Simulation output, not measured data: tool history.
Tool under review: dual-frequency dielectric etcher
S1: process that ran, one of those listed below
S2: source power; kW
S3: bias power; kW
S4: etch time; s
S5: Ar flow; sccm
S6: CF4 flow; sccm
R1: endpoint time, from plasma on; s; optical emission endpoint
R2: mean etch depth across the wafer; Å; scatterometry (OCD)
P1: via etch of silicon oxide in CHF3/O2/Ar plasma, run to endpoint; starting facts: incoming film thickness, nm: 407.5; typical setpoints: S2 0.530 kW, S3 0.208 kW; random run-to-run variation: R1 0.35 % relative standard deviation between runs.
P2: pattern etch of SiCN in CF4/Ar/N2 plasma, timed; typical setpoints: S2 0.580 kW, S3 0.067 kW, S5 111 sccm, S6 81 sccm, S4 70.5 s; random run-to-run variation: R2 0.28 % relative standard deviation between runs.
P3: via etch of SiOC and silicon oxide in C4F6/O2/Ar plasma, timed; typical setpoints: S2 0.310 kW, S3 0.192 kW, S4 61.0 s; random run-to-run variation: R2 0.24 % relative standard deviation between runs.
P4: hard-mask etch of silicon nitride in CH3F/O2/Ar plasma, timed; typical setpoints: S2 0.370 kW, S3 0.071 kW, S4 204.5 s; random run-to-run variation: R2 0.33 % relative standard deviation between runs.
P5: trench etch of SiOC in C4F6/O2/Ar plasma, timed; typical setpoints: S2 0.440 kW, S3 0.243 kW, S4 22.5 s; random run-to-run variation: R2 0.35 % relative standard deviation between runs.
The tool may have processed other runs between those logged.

run   hour  S1     S2     S3     S4   S5  S6      R1       R2
  1    3.3  P1  0.530  0.208                  214.48
  2    6.4  P1  0.410  0.208                  236.13
  3   10.2  P1  0.530  0.208                  213.89
  4   13.9  P1  0.530  0.168                  229.53
  5   18.8  P4  0.510  0.071  204.5                   1518.10
  6   21.7  P1  0.530  0.208                  213.94
  7   25.2  P1  0.530  0.261                  197.16
  8   30.0  P2  0.580  0.067   55.0  111  81           572.20
  9   34.5  P3  0.310  0.192   90.0                    907.39
 10   38.4  P5  0.440  0.243   22.5                    537.13
 11   42.8  P5  0.440  0.243   30.5                    729.44
 12   46.8  P2  0.580  0.067   70.5  111  99           759.35
 13   51.7  P3  0.310  0.192   61.0                    616.10
 14   57.0  P5  0.440  0.243   22.5                    535.68
 15   60.0  P5  0.580  0.243   22.5                    598.19
 16   63.1  P3  0.310  0.266   61.0                    686.02
 17   66.2  P1  0.530  0.208                  214.23
 18   69.7  P1  0.660  0.167                  213.13
 19   73.3  P1  0.740  0.147                  210.82
 20   76.1  P2  0.580  0.067   70.5   68  81           791.90
 21   78.9  P1  0.710  0.208                  191.82
 22   81.6  P3  0.200  0.192   61.0                    518.36
 23   85.1  P4  0.370  0.071  204.5                   1343.20
      87.2  -- wet clean of the chamber
 24   89.5  P4  0.370  0.071  279.5                   1832.30
 25   94.0  P4  0.370  0.050  204.5                   1194.30
 26   99.0  P5  0.440  0.344   22.5                    606.55
 27  103.7  P4  0.370  0.071  204.5                   1342.60
 28  106.9  P2  0.800  0.067   70.5  111  81           978.96
 29  110.9  P2  0.580  0.067   70.5  111  81           736.25
 30  116.1  P2  0.580  0.088   70.5  111  81           808.11
 31  119.2  P1  0.530  0.208                  213.92
 32  123.4  P1  0.530  0.208                  217.24
 33  126.3  P1  0.530  0.208                  215.38
     131.5  -- wet clean of the chamber
 34  131.6  P1  0.530  0.208                  218.29
 35  134.5  P1  0.530  0.208                  218.92
 36  136.9  P1  0.530  0.208                  216.66
 37  141.7  P1  0.530  0.208                  218.30
 38  144.3  P1  0.530  0.208                  218.35

Compared with where it was, what P1 gives has crept away. Each cause listed below fits the log as well as the rest, at the size given for it:
A: source power that arrives under what is set, % = 4.51
B: bias power that arrives under what is set, % = 4.9
The onset of the drift is placed at about hour 119.2.
Excluded causes, each with its reason:
chamber walls in a state that lowers the etch rate, %: maintenance at hour 131.5, after the shift began, did not return the process to its former output

4 check runs are offered, one wafer each, their results left as question marks. Which one tells the causes apart?
check 1  146.9  P2  0.680  0.067   56.0  111  81       ?
check 2  146.9  P3  0.310  0.221   88.5                ?
check 3  146.9  P5  0.560  0.334   22.5                ?
check 4  146.9  P4  0.470  0.071  204.5                ?

What each check would give under each cause:
  check  result     if A     if B
check 1      R2   646.59   662.56
check 2      R2   918.40   918.87
check 3      R2   644.87   644.87
check 4      R2  1446.30  1447.30
Separation of the two closest causes in each check, using whichever result separates them best: check 1 2.44 %; check 2 0.05 %; check 3 0 %; check 4 0.07 %
The causes can be told apart only by check 1. The other checks would give nearly the same results under each of them.

Check 1 was then run and gave: R2 662.62 Å. Which cause is it?

The correct cause is B, namely: bias power that arrives under what is set, %.
